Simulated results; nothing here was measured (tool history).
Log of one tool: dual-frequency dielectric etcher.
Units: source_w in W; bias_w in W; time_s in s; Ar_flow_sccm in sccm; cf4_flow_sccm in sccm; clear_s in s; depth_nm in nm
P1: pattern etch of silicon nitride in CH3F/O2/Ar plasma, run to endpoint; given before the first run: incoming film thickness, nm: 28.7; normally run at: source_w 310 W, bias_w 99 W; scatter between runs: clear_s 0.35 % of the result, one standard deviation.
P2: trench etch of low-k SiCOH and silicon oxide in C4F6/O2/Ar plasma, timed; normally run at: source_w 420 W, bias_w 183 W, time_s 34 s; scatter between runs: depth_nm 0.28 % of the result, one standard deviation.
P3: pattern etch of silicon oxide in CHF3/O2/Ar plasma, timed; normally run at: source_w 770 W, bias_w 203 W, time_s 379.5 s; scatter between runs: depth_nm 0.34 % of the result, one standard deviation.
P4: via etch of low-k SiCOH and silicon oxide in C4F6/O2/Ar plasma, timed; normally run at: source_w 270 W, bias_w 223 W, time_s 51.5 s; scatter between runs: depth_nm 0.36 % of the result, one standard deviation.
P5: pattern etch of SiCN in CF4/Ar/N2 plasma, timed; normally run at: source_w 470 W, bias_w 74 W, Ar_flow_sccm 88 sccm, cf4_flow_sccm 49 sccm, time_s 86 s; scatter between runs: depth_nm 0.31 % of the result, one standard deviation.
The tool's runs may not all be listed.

run	hour	process	source_w	bias_w	time_s	Ar_flow_sccm	cf4_flow_sccm	clear_s	depth_nm
1	10.4	P1	310	99				41.271	
2	19.2	P2	420	183	50.5				163.33
3	30.7	P2	420	183	34				110.62
4	44.8	P2	420	183	34				110.23
5	54	P5	630	74	86	88	49		96.407
6	65.5	P5	470	44	86	88	49		62.304
7	75.7	P1	310	99				41.532	
8	86.8	P3	770	161	379.5				811.74
9	102.3	P1	310	99				41.404	
10	113.3	P4	350	223	51.5				148.55
11	120.4	P1	410	79				40.119	
12	136	P2	420	245	34				121.12
13	146.7	P5	470	74	86	88	49		74.52
14	157.2	P1	310	99				41.382	
15	164.7	P1	210	133				42.677	
16	178.9	P1	240	99				45.465	
17	191.1	P3	550	203	379.5				775.64
18	200.9	P1	310	128				37.425	
19	210.9	P5	470	74	86	88	49		74.711
20	220.6	P2	530	183	34				120.91
21	230	P5	470	74	86	68	49		77.242
22	239.3	P4	270	223	28.5				73.677
23	248	P4	270	223	51.5				134.07
24	257.6	P1	390	99				38.103	
25	269.4	P3	770	203	379.5				878.84
26	277.5	P3	770	203	474.5				1102.1
27	290.9	P1	310	99				41.293	
28	304.3	P1	310	99				41.57	
29	311.5	P5	470	74	86	88	31		69.115
30	322.8	P1	310	59				49.626	
31	336.2	P1	200	138				42.513	
32	352.2	P4	270	309	51.5				150.58

Run 33 is up next; what results do you expect?
33	364.6	P5	470	74	105.5	88	49		?

Run 33 came out at depth_nm 91.631 nm.

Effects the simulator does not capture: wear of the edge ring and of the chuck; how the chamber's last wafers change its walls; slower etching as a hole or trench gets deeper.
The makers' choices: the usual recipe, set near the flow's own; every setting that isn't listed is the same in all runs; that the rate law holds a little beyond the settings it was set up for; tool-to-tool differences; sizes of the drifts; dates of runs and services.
